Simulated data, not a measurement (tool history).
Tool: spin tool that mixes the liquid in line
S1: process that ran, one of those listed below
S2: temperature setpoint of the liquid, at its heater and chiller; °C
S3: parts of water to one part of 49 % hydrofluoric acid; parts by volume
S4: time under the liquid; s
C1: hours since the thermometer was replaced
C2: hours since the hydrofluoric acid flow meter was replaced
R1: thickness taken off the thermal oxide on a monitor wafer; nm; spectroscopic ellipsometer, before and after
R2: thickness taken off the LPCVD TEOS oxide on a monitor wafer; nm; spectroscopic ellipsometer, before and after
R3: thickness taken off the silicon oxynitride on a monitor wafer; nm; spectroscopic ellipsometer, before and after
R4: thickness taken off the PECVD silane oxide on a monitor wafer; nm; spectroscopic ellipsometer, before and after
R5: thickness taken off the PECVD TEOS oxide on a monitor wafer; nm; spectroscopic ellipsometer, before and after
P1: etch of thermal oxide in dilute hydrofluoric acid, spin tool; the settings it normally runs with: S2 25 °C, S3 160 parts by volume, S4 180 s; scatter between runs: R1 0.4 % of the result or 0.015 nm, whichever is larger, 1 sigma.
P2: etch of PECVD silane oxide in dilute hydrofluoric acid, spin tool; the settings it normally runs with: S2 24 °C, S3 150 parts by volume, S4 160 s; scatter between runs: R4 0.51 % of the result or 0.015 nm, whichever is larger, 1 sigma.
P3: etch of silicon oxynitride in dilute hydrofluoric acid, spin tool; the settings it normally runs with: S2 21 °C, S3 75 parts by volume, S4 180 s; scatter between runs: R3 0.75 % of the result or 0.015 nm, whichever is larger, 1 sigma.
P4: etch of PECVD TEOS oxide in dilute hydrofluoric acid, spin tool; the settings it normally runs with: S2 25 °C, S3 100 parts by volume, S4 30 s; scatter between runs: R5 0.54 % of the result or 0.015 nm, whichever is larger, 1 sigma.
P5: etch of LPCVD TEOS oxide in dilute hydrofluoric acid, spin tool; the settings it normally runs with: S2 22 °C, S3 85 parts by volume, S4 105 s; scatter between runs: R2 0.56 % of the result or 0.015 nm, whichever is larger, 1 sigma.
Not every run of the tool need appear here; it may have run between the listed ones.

{"run": 1, "hour": 6.0, "S1": "P1", "S2": 25, "S3": 160, "S4": 180, "C1": 1362.6, "C2": 251, "R1": 5.2789}
{"run": 2, "hour": 9.9, "S1": "P5", "S2": 22, "S3": 120, "S4": 105, "C1": 1366.5, "C2": 254.9, "R2": 34.223}
{"run": 3, "hour": 15.7, "S1": "P3", "S2": 29.5, "S3": 75, "S4": 180, "C1": 1372.3, "C2": 260.7, "R3": 5.141}
{"hour": 20.8, "done": "thermometer replaced"}
{"run": 4, "hour": 22.0, "S1": "P1", "S2": 19.5, "S3": 160, "S4": 180, "C1": 1.3, "C2": 267, "R1": 4.263}
{"run": 5, "hour": 27.7, "S1": "P2", "S2": 24, "S3": 150, "S4": 160, "C1": 7, "C2": 272.7, "R4": 24.963}
{"run": 6, "hour": 31.5, "S1": "P5", "S2": 28.5, "S3": 85, "S4": 105, "C1": 10.8, "C2": 276.5, "R2": 64.339}
{"run": 7, "hour": 35.8, "S1": "P3", "S2": 21, "S3": 75, "S4": 180, "C1": 15.1, "C2": 280.8, "R3": 3.4131}
{"run": 8, "hour": 40.9, "S1": "P1", "S2": 25, "S3": 160, "S4": 180, "C1": 20.2, "C2": 285.9, "R1": 5.2652}
{"run": 9, "hour": 45.4, "S1": "P4", "S2": 25, "S3": 30, "S4": 30, "C1": 24.7, "C2": 290.4, "R5": 17.06}
{"run": 10, "hour": 49.4, "S1": "P3", "S2": 21, "S3": 75, "S4": 295, "C1": 28.7, "C2": 294.4, "R3": 5.6285}
{"run": 11, "hour": 55.7, "S1": "P4", "S2": 25, "S3": 100, "S4": 30, "C1": 35, "C2": 300.7, "R5": 4.6785}
{"run": 12, "hour": 59.0, "S1": "P4", "S2": 25, "S3": 100, "S4": 15, "C1": 38.3, "C2": 304, "R5": 2.3292}
{"run": 13, "hour": 62.8, "S1": "P1", "S2": 30, "S3": 160, "S4": 180, "C1": 42.1, "C2": 307.8, "R1": 6.3403}
{"run": 14, "hour": 69.8, "S1": "P1", "S2": 25, "S3": 160, "S4": 180, "C1": 49.1, "C2": 314.8, "R1": 5.3133}
{"run": 15, "hour": 76.6, "S1": "P5", "S2": 22, "S3": 85, "S4": 105, "C1": 55.9, "C2": 321.6, "R2": 49.76}
{"run": 16, "hour": 81.4, "S1": "P1", "S2": 30.5, "S3": 280, "S4": 180, "C1": 60.7, "C2": 326.4, "R1": 3.2007}
{"run": 17, "hour": 87.6, "S1": "P5", "S2": 22, "S3": 85, "S4": 105, "C1": 66.9, "C2": 332.6, "R2": 50.271}
{"run": 18, "hour": 94.1, "S1": "P2", "S2": 24, "S3": 25, "S4": 160, "C1": 73.4, "C2": 339.1, "R4": 174.53}
{"run": 19, "hour": 100.4, "S1": "P5", "S2": 22, "S3": 85, "S4": 205, "C1": 79.7, "C2": 345.4, "R2": 98.397}

Predict the results of run 20:
{"run": 20, "hour": 104.9, "S1": "P1", "S2": 25, "S3": 70, "S4": 180, "C1": 84.2, "C2": 349.9, "R1": "?"}

Run 20 gave R1 13.482 nm.
